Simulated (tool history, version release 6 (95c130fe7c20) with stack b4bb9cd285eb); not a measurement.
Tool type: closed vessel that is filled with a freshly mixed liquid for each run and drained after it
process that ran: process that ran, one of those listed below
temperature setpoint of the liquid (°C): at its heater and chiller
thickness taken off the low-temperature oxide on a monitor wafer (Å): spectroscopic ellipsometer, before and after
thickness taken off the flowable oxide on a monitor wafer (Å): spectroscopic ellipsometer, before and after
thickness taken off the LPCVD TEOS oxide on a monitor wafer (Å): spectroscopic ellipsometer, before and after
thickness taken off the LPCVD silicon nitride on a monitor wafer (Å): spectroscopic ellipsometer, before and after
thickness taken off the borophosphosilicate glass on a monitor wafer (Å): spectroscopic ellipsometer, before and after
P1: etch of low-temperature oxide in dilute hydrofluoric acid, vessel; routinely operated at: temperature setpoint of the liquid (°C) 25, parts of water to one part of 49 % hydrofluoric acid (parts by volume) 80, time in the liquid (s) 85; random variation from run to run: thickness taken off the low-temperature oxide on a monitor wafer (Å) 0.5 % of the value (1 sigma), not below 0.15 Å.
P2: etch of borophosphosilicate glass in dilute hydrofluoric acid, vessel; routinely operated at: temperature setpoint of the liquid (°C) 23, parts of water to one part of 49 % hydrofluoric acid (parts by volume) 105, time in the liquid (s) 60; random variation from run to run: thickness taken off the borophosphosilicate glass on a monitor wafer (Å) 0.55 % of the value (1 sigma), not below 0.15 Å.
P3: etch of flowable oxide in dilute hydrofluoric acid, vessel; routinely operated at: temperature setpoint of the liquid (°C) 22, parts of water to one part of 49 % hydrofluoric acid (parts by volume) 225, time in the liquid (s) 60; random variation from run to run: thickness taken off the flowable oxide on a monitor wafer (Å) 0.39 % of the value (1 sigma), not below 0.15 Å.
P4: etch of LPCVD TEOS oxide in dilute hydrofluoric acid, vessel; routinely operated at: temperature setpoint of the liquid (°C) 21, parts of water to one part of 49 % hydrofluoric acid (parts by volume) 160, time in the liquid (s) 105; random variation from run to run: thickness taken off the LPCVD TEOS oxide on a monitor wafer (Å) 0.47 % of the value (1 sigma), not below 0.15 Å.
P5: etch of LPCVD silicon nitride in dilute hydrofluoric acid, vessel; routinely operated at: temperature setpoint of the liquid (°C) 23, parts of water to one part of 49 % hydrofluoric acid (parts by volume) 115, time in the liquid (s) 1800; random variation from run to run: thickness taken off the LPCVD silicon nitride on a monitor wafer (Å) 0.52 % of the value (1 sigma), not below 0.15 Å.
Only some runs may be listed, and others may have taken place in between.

run	hour	process that ran	temperature setpoint of the liquid (°C)	parts of water to one part of 49 % hydrofluoric acid (parts by volume)	time in the liquid (s)	hours since the thermometer was replaced	hours since the hydrofluoric acid flow meter was replaced	thickness taken off the low-temperature oxide on a monitor wafer (Å)	thickness taken off the flowable oxide on a monitor wafer (Å)	thickness taken off the LPCVD TEOS oxide on a monitor wafer (Å)	thickness taken off the LPCVD silicon nitride on a monitor wafer (Å)	thickness taken off the borophosphosilicate glass on a monitor wafer (Å)
1	6.9	P1	25	80	85	405.3	164.4	225.31				
2	18.5	P3	22	40	60	416.9	176		584.63			
3	28.9	P4	21	160	105	427.3	186.4			289.96		
4	36.5	P1	25	80	85	434.9	194	226.84				
5	43.8	P4	21	160	30	442.2	201.3			82.416		
6	53.9	P4	25.5	160	105	452.3	211.4			344.07		
7	64.5	P3	28	225	60	462.9	222		104.52			
8	74.6	P1	25	80	155	473	232.1	412.91				
9	85.4	P1	25	30	85	483.8	242.9	648.24				
10	96.6	P1	18.5	80	85	495	254.1	173.84				
11	108.5	P1	32.5	145	85	506.9	266	150.52				
12	117.5	P4	21	35	105	515.9	275			1525.9		
13	126.8	P5	23	115	1800	525.2	284.3				86.129	
14	138.2	P1	20	125	85	536.6	295.7	112.73				
15	149.3	P5	23	115	2770	547.7	306.8				133.24	
16	156.7	P3	22	225	60	555.1	314.2		84.022			
17	165.3	P5	27.5	115	1800	563.7	322.8				117.01	
18	170.6	P1	25	80	85	569	328.1	226.87				
19	179.8	P4	21	160	105	578.2	337.3			290.15		
20	189.3	P2	23	165	60	587.7	346.8					213.82
21	198.1	P3	22	225	105	596.5	355.6		147.67			
22	208.5	P3	22	225	60	606.9	366		84.991			
23	216.8	P1	25	80	85	615.2	374.3	227.03				
24	222.5	P5	23	115	1800	620.9	380				87.818	
25	228.5	P1	25	80	85	626.9	386	228.77				
26	240.4	P2	23	105	60	638.8	397.9					362.5
27	251.5	P2	23	105	30	649.9	409					181.02
28	263.2	P5	23	30	1800	661.6	420.7				323.53	
29	273	P1	25	115	85	671.4	430.5	151.69				
30	282.3	P1	25	80	40	680.7	439.8	106.41				
31	290.3	P1	31.5	80	85	688.7	447.8	292.24				
32	301.8	P2	31	105	60	700.2	459.3					489.35
33	308.1	P1	25	80	85	706.5	465.6	226.94				
34	316	P1	25	80	85	714.4	473.5	231.7				
35	327.5	P1	25	80	85	725.9	485	237.5				
36	336	P1	25	80	85	734.4	493.5	240.92				
37	345.4	P1	25	80	85	743.8	502.9	242.17				
38	353.3	P1	25	80	85	751.7	510.8	239.87				
39	358.8	P1	25	80	85	757.2	516.3	241.43				

Compared with where it was, what P1 gives has crept away. Each cause listed below fits the log as well as the rest, at the size given for it:
A: liquid hotter than its thermometer reads (K) = 1.61
B: hydrofluoric acid flow above the setpoint (%) = 5.95
Creep in the process output first set in at about hour 308.1.

The check runs listed below each take one wafer, and their results are still question marks. Under which run would the listed causes lead to clearly different results?
check 1	364.3	P3	22	145	60				?			
check 2	364.3	P4	21	50	105					?		
check 3	364.3	P5	23	55	2625						?	
check 4	364.3	P2	26.5	165	60							?

Check results expected under each cause:
check	result	if A	if B
check 1	thickness taken off the flowable oxide on a monitor wafer (Å)	151.21	151.86
check 2	thickness taken off the LPCVD TEOS oxide on a monitor wafer (Å)	1120.3	1113.5
check 3	thickness taken off the LPCVD silicon nitride on a monitor wafer (Å)	292.06	277.28
check 4	thickness taken off the borophosphosilicate glass on a monitor wafer (Å)	260.76	263.39
Gap, in per cent, between the two causes that each check separates least, read from the result that separates them most: check 1 0.43 %; check 2 0.61 %; check 3 5.19 %; check 4 1.01 %
Check 3 distinguishes between the causes, while the remaining checks would return nearly the same result for all of them.

After running check 3, the following was obtained: thickness taken off the LPCVD silicon nitride on a monitor wafer (Å) 276.38. Which cause does this point to?

It is B: hydrofluoric acid flow above the setpoint (%).
